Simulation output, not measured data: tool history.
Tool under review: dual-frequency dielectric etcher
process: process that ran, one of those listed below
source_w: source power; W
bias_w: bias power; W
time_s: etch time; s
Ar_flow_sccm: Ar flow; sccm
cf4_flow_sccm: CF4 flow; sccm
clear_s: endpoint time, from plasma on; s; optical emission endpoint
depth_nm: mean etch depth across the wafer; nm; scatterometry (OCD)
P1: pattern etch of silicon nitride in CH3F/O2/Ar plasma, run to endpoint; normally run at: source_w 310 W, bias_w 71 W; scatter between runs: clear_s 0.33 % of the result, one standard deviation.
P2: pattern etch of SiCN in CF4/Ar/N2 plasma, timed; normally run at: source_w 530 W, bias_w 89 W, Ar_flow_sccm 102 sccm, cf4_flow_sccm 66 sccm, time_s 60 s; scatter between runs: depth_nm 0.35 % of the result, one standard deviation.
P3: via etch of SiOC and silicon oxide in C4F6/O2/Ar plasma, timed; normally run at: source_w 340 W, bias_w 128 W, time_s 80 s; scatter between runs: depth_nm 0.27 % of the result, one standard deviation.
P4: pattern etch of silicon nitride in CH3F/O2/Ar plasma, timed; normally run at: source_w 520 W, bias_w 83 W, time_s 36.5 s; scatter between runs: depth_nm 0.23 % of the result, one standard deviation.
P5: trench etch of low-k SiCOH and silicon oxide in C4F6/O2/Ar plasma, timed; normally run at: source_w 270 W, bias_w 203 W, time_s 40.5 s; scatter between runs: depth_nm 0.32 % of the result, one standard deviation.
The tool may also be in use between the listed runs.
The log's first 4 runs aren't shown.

run	hour	process	source_w	bias_w	time_s	Ar_flow_sccm	cf4_flow_sccm	hours since the last wet clean	hours since the last source power generator calibration	hours since the last bias power generator calibration	clear_s	depth_nm
5	26	P2	530	89	60	59	66	343.5	2262.2	1400.7		67.252
# hour 27.9: bias power generator calibrated
6	32.7	P3	210	128	80			350.2	2268.9	4.8		62.499
# hour 35.8: source power generator calibrated
7	38.6	P4	520	83	22.5			356.1	2.9	10.7		18.699
8	43.4	P3	340	128	80			360.9	7.7	15.5		76.33
9	47	P2	310	89	60	102	66	364.5	11.3	19.1		38.937
10	51.9	P5	270	203	40.5			369.4	16.2	24		112.57
11	56.4	P1	310	71				373.9	20.7	28.5	98.305	
12	62	P1	310	44				379.5	26.3	34.1	115.32	
13	68.9	P1	210	58				386.4	33.2	41	122.96	
14	73.4	P3	340	155	80			390.9	37.7	45.5		80.603
15	76.7	P1	310	99				394.2	41	48.8	87.267	
16	83.2	P2	530	89	60	102	66	400.7	47.5	55.3		62.4
17	88.7	P5	270	203	40.5			406.2	53	60.8		113
18	92.1	P4	520	83	36.5			409.6	56.4	64.2		30.384
19	96.4	P1	190	93				413.9	60.7	68.5	106.12	
20	99.4	P2	530	89	60	102	90	416.9	63.7	71.5		65.348
21	102.6	P1	310	71				420.1	66.9	74.7	98.544	
22	109	P1	230	71				426.5	73.3	81.1	110.16	
23	113.7	P4	350	83	36.5			431.2	78	85.8		26.224
24	117.8	P2	530	125	60	102	66	435.3	82.1	89.9		70.7
25	123.4	P2	530	89	42	102	66	440.9	87.7	95.5		43.541
26	128.3	P4	520	83	36.5			445.8	92.6	100.4		30.429
27	132.1	P3	340	128	46			449.6	96.4	104.2		43.723

Run 28 is up next; what results do you expect?
28	137.1	P1	310	71				454.6	101.4	109.2	?	

clear_s: 98.163 s

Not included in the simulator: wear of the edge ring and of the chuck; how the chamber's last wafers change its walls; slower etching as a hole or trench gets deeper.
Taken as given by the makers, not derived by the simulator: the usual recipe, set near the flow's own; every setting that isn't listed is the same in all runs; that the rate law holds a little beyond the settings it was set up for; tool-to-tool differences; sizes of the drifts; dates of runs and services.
